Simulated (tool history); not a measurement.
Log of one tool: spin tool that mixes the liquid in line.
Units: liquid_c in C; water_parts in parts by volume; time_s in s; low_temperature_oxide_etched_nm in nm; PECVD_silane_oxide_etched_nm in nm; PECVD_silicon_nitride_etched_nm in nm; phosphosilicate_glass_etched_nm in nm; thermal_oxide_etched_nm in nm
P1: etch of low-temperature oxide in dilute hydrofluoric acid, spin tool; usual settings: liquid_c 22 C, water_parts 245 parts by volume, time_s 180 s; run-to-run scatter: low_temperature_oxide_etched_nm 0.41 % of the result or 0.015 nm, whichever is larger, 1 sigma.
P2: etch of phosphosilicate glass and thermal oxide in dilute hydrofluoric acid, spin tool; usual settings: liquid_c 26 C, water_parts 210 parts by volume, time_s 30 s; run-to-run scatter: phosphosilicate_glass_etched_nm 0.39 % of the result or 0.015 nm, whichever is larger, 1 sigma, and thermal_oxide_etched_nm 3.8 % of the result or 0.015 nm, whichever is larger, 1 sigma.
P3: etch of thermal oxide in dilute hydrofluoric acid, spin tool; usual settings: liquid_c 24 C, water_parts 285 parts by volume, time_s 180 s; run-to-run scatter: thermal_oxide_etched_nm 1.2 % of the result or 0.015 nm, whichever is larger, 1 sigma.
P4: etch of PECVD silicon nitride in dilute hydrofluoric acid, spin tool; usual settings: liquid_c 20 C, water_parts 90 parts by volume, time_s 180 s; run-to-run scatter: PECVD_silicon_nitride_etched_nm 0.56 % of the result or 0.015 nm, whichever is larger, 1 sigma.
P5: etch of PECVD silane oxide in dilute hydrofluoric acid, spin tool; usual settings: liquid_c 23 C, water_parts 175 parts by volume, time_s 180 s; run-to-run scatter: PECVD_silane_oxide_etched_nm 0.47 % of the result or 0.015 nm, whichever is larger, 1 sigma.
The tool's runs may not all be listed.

| run | day | process | liquid_c | water_parts | time_s | hours since the thermometer was replaced | hours since the hydrofluoric acid flow meter was replaced | low_temperature_oxide_etched_nm | PECVD_silane_oxide_etched_nm | PECVD_silicon_nitride_etched_nm | phosphosilicate_glass_etched_nm | thermal_oxide_etched_nm |
|---|---|---|---|---|---|---|---|---|---|---|---|---|
| 1 | 0.467 | P1 | 22 | 245 | 180 | 667.3 | 319.7 | 16.803 |  |  |  |  |
| 2 | 0.912 | P5 | 23 | 55 | 180 | 678 | 330.4 |  | 152.98 |  |  |  |
| 3 | 1.379 | P4 | 26 | 90 | 180 | 689.2 | 341.6 |  |  | 7.7226 |  |  |
| 4 | 1.692 | P1 | 22 | 70 | 180 | 696.7 | 349.1 | 70.907 |  |  |  |  |
| 5 | 2.208 | P1 | 25.5 | 245 | 180 | 709.1 | 361.5 | 19.052 |  |  |  |  |
| 6 | 2.746 | P2 | 26 | 290 | 30 | 722 | 374.4 |  |  |  | 6.2714 | 0.4048 |
| 7 | 3.079 | P2 | 31.5 | 210 | 30 | 730 | 382.4 |  |  |  | 11.346 | 0.80344 |
| 8 | 3.467 | P1 | 22 | 245 | 180 | 739.3 | 391.7 | 16.823 |  |  |  |  |
| 9 | 3.967 | P1 | 22 | 245 | 300 | 751.3 | 403.7 | 28.009 |  |  |  |  |
| 10 | 4.267 | P1 | 17 | 245 | 180 | 758.5 | 410.9 | 13.891 |  |  |  |  |
| 11 | 4.775 | P4 | 20 | 20 | 180 | 770.7 | 423.1 |  |  | 22.091 |  |  |
| 12 | 5.288 | P1 | 17 | 335 | 180 | 783 | 435.4 | 9.4752 |  |  |  |  |
| 13 | 5.671 | P2 | 26 | 210 | 30 | 792.2 | 444.6 |  |  |  | 9.4717 | 0.63825 |
| 14 | 6.096 | P4 | 20 | 90 | 180 | 802.4 | 454.8 |  |  | 5.1568 |  |  |
| 15 | 6.438 | P4 | 20 | 90 | 70 | 810.6 | 463 |  |  | 2.0003 |  |  |
| 16 | 6.842 | P1 | 22 | 245 | 65 | 820.3 | 472.7 | 6.0501 |  |  |  |  |
| 17 | 7.125 | P3 | 24 | 285 | 260 | 827.1 | 479.5 |  |  |  |  | 3.5112 |
| 18 | 7.588 | P5 | 17.5 | 175 | 180 | 838.2 | 490.6 |  | 33.447 |  |  |  |
| 19 | 8.096 | P1 | 22 | 245 | 180 | 850.4 | 502.8 | 16.767 |  |  |  |  |
| 20 | 8.571 | P1 | 22 | 245 | 180 | 861.8 | 514.2 | 16.75 |  |  |  |  |
| 21 | 8.879 | P3 | 24 | 505 | 180 | 869.2 | 521.6 |  |  |  |  | 1.1296 |
| 22 | 9.412 | P5 | 23 | 175 | 265 | 882 | 534.4 |  | 61.378 |  |  |  |
| 23 | 9.992 | P1 | 22 | 425 | 180 | 895.9 | 548.3 | 8.2538 |  |  |  |  |
| 24 | 10.429 | P5 | 23 | 175 | 180 | 906.4 | 558.8 |  | 41.758 |  |  |  |
|  | 10.862 | thermometer replaced |
| 25 | 11 | P2 | 26 | 210 | 15 | 3.3 | 572.5 |  |  |  | 4.7144 | 0.30129 |
| 26 | 11.333 | P3 | 24 | 285 | 180 | 11.3 | 580.5 |  |  |  |  | 2.3913 |
| 27 | 11.846 | P1 | 22 | 245 | 180 | 23.6 | 592.8 | 16.781 |  |  |  |  |
| 28 | 12.15 | P1 | 22 | 245 | 180 | 30.9 | 600.1 | 16.791 |  |  |  |  |
| 29 | 12.521 | P3 | 30 | 285 | 180 | 39.8 | 609 |  |  |  |  | 2.9636 |
| 30 | 12.821 | P1 | 22 | 245 | 180 | 47 | 616.2 | 16.866 |  |  |  |  |
| 31 | 13.146 | P1 | 22 | 245 | 180 | 54.8 | 624 | 16.893 |  |  |  |  |
| 32 | 13.688 | P1 | 22 | 245 | 180 | 67.8 | 637 | 16.398 |  |  |  |  |
| 33 | 14.312 | P1 | 22 | 245 | 180 | 82.8 | 652 | 16.138 |  |  |  |  |
| 34 | 14.679 | P1 | 22 | 245 | 180 | 91.6 | 660.8 | 16.12 |  |  |  |  |
| 35 | 15.158 | P1 | 22 | 245 | 180 | 103.1 | 672.3 | 15.846 |  |  |  |  |
| 36 | 15.679 | P1 | 22 | 245 | 180 | 115.6 | 684.8 | 15.866 |  |  |  |  |
| 37 | 16.204 | P1 | 22 | 245 | 180 | 128.2 | 697.4 | 15.774 |  |  |  |  |
| 38 | 16.538 | P1 | 22 | 245 | 180 | 136.2 | 705.4 | 15.876 |  |  |  |  |
| 39 | 16.879 | P1 | 22 | 245 | 180 | 144.4 | 713.6 | 15.753 |  |  |  |  |
| 40 | 17.242 | P1 | 22 | 245 | 180 | 153.1 | 722.3 | 15.827 |  |  |  |  |

What P1 gives has crept away from where it was. These 2 causes fit the log equally well, each at the size given:
A: liquid colder than its thermometer reads (K) = 1.75
B: hydrofluoric acid flow below the setpoint (%) = 5.09
The creep began at about day 13.146.

4 check runs are offered, one wafer each, their results left as question marks. Which one tells the causes apart?
| check 1 | 17.604 | P2 | 26 | 210 | 30 |  |  |  |  |  | ? | ? |
| check 2 | 17.604 | P3 | 24 | 285 | 180 |  |  |  |  |  |  | ? |
| check 3 | 17.604 | P4 | 20 | 90 | 180 |  |  |  |  | ? |  |  |
| check 4 | 17.604 | P5 | 23 | 175 | 180 |  |  |  | ? |  |  |  |

What each check would give under each cause:
| check | result | if A | if B |
|---|---|---|---|
| check 1 | phosphosilicate_glass_etched_nm | 8.8607 | 8.85 |
| check 1 | thermal_oxide_etched_nm | 0.59325 | 0.59253 |
| check 2 | thermal_oxide_etched_nm | 2.2734 | 2.2617 |
| check 3 | PECVD_silicon_nitride_etched_nm | 4.5778 | 4.9069 |
| check 4 | PECVD_silane_oxide_etched_nm | 38.889 | 39.072 |
How far apart the two closest causes lie, in the result that separates them most: check 1 0.12 %; check 2 0.52 %; check 3 6.94 %; check 4 0.47 %
Only check 3 tells the causes apart: in the others they would give nearly the same result.

Then check 3 was run and gave: PECVD_silicon_nitride_etched_nm 4.578 nm. Which cause is it?

It is A: liquid colder than its thermometer reads (K).
